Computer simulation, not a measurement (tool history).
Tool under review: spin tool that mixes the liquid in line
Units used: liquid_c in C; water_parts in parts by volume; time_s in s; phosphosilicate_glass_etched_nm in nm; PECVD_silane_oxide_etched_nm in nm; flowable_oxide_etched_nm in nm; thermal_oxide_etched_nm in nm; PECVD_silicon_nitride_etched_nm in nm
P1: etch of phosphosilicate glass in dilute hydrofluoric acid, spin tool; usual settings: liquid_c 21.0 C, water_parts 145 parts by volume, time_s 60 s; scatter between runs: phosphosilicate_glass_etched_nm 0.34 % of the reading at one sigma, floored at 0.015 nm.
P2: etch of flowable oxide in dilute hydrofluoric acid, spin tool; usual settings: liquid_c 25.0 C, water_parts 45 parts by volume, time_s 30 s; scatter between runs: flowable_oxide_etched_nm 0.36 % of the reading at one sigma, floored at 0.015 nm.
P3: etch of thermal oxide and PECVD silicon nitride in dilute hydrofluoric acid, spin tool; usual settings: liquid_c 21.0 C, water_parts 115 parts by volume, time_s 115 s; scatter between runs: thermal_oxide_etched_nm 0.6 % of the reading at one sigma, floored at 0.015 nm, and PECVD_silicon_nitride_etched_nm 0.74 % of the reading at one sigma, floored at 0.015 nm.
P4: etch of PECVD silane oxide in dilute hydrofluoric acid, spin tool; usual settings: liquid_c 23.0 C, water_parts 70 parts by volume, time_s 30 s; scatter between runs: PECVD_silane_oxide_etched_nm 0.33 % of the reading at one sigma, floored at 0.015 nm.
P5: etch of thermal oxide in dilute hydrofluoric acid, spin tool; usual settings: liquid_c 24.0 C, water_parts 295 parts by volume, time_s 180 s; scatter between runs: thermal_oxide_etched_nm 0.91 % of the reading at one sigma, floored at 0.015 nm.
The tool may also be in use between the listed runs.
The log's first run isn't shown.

run     day  process  liquid_c  water_parts  time_s  hours since the thermometer was replaced  hours since the hydrofluoric acid flow meter was replaced  phosphosilicate_glass_etched_nm  PECVD_silane_oxide_etched_nm  flowable_oxide_etched_nm  thermal_oxide_etched_nm  PECVD_silicon_nitride_etched_nm
  2   1.450       P1      26.5          145      60                                     822.7                                                     1248.1                           46.583
  3   2.208       P1      21.0           35      60                                     840.9                                                     1266.3                          175.550
  4   2.858       P4      23.0           70      30                                     856.5                                                     1281.9                                                         21.292
  5   3.342       P1      21.0          200      60                                     868.1                                                     1293.5                           25.865
  6   3.804       P2      30.0           45      30                                     879.2                                                     1304.6                                                                                   34.180
  7   4.142       P5      18.0          295     180                                     887.3                                                     1312.7                                                                                                            1.8815
  8   4.742       P3      21.0          115     115                                     901.7                                                     1327.1                                                                                                            4.2881                           3.2726
  9   5.517       P1      21.0          145      60                                     920.3                                                     1345.7                           37.718
 10   5.962       P1      25.5          220      60                                     931.0                                                     1356.4                           26.919
 11   6.346       P4      23.0           70      15                                     940.2                                                     1365.6                                                         10.556
 12   6.717       P3      21.0          210     115                                     949.1                                                     1374.5                                                                                                            2.1188                           1.8403
 13   7.446       P1      21.0          145      60                                     966.6                                                     1392.0                           37.486
 14   8.062       P1      21.0          145      60                                     981.4                                                     1406.8                           37.624
 15   8.762       P1      21.0          210      25                                     998.2                                                     1423.6                           10.120
 16   9.546       P2      25.0           45      15                                    1017.0                                                     1442.4                                                                                   13.971
 17  10.133       P4      23.0           70      30                                    1031.1                                                     1456.5                                                         21.126
 18  10.621       P4      30.5           70      30                                    1042.8                                                     1468.2                                                         28.429
 19  11.383       P3      17.0          115     115                                    1061.1                                                     1486.5                                                                                                            3.6866                           2.5091
 20  11.958       P1      17.0          145      60                                    1074.9                                                     1500.3                           32.010
 21  12.521       P2      25.0           45      30                                    1088.4                                                     1513.8                                                                                   28.034
 22  13.088       P4      23.0          105      30                                    1102.0                                                     1527.4                                                         13.514
 23  13.838       P5      24.0           50     180                                    1120.0                                                     1545.4                                                                                                           18.3870
 24  14.408       P3      21.0          115     220                                    1133.7                                                     1559.1                                                                                                            8.2027                           6.3182
 25  15.038       P1      21.0          145     110                                    1148.8                                                     1574.2                           68.671
 26  15.617       P1      21.0          145      60                                    1162.7                                                     1588.1                           37.502

Run 27 is up next; what results do you expect?
 27  16.025       P5      24.0          295     180                                    1172.5                                                     1597.9                                                                                                                 ?

thermal_oxide_etched_nm: 2.3081 nm

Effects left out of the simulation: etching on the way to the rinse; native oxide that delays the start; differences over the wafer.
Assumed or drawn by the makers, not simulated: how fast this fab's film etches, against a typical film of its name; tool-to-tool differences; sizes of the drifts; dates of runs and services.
